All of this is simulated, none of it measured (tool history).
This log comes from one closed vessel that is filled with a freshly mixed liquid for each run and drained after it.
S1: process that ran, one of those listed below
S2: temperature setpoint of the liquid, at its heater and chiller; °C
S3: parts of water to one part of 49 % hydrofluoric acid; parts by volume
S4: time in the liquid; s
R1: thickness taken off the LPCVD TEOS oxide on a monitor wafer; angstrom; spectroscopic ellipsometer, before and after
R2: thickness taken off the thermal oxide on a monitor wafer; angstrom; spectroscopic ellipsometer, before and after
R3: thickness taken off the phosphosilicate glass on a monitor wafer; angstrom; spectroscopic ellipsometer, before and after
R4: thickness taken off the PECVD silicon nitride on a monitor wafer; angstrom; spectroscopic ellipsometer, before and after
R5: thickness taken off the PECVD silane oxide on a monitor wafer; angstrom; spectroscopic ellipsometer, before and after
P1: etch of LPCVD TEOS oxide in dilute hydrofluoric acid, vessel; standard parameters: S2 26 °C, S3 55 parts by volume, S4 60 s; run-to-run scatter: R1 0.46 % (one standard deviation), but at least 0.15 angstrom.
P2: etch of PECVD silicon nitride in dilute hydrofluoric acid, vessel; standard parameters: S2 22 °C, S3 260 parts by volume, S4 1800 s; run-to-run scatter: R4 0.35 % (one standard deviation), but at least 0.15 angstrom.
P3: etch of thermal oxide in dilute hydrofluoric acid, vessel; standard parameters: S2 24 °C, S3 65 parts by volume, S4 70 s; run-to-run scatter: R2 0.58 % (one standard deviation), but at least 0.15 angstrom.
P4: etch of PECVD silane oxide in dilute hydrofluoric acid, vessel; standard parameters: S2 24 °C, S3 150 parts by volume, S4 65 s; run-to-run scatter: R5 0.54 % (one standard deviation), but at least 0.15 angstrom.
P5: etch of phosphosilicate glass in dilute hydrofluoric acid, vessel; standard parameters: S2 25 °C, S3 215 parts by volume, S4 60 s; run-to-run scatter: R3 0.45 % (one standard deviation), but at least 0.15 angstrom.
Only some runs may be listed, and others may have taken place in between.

run 1 day=0.612 | S1=P1 S2=26 S3=55 S4=60 | R1=463.99
run 2 day=1.267 | S1=P1 S2=26 S3=90 S4=60 | R1=271.54
run 3 day=1.767 | S1=P1 S2=26 S3=20 S4=60 | R1=1341.1
run 4 day=2.5 | S1=P3 S2=24 S3=65 S4=70 | R2=50.34
run 5 day=3.083 | S1=P3 S2=24 S3=65 S4=70 | R2=50.731
run 6 day=3.767 | S1=P5 S2=25 S3=215 S4=60 | R3=375.27
run 7 day=4.267 | S1=P2 S2=22 S3=260 S4=3010 | R4=190.44
run 8 day=4.921 | S1=P1 S2=26 S3=55 S4=60 | R1=464.84
run 9 day=5.412 | S1=P3 S2=24 S3=65 S4=130 | R2=94.612
run 10 day=5.771 | S1=P4 S2=18 S3=150 S4=65 | R5=160.02
run 11 day=6.4 | S1=P5 S2=25 S3=40 S4=60 | R3=2466.7
run 12 day=6.867 | S1=P1 S2=20 S3=55 S4=60 | R1=359.52
run 13 day=7.233 | S1=P1 S2=26 S3=55 S4=60 | R1=466.27
run 14 day=7.704 | S1=P2 S2=22 S3=440 S4=1800 | R4=67.475
run 15 day=8.129 | S1=P1 S2=26 S3=55 S4=60 | R1=465.83
run 16 day=8.533 | S1=P3 S2=32 S3=65 S4=70 | R2=69.268
run 17 day=9 | S1=P1 S2=26 S3=55 S4=30 | R1=233.31
run 18 day=9.675 | S1=P1 S2=26 S3=55 S4=90 | R1=695.67
run 19 day=10.204 | S1=P2 S2=17 S3=260 S4=1800 | R4=82.427
run 20 day=10.567 | S1=P3 S2=24 S3=20 S4=70 | R2=175.04
run 21 day=11.362 | S1=P5 S2=30.5 S3=215 S4=60 | R3=452.22

Run 22 comes next. What will it give?
run 22 day=11.721 | S1=P1 S2=26 S3=55 S4=60 | R1=?

Logged for run 22: R1 465.52 angstrom.

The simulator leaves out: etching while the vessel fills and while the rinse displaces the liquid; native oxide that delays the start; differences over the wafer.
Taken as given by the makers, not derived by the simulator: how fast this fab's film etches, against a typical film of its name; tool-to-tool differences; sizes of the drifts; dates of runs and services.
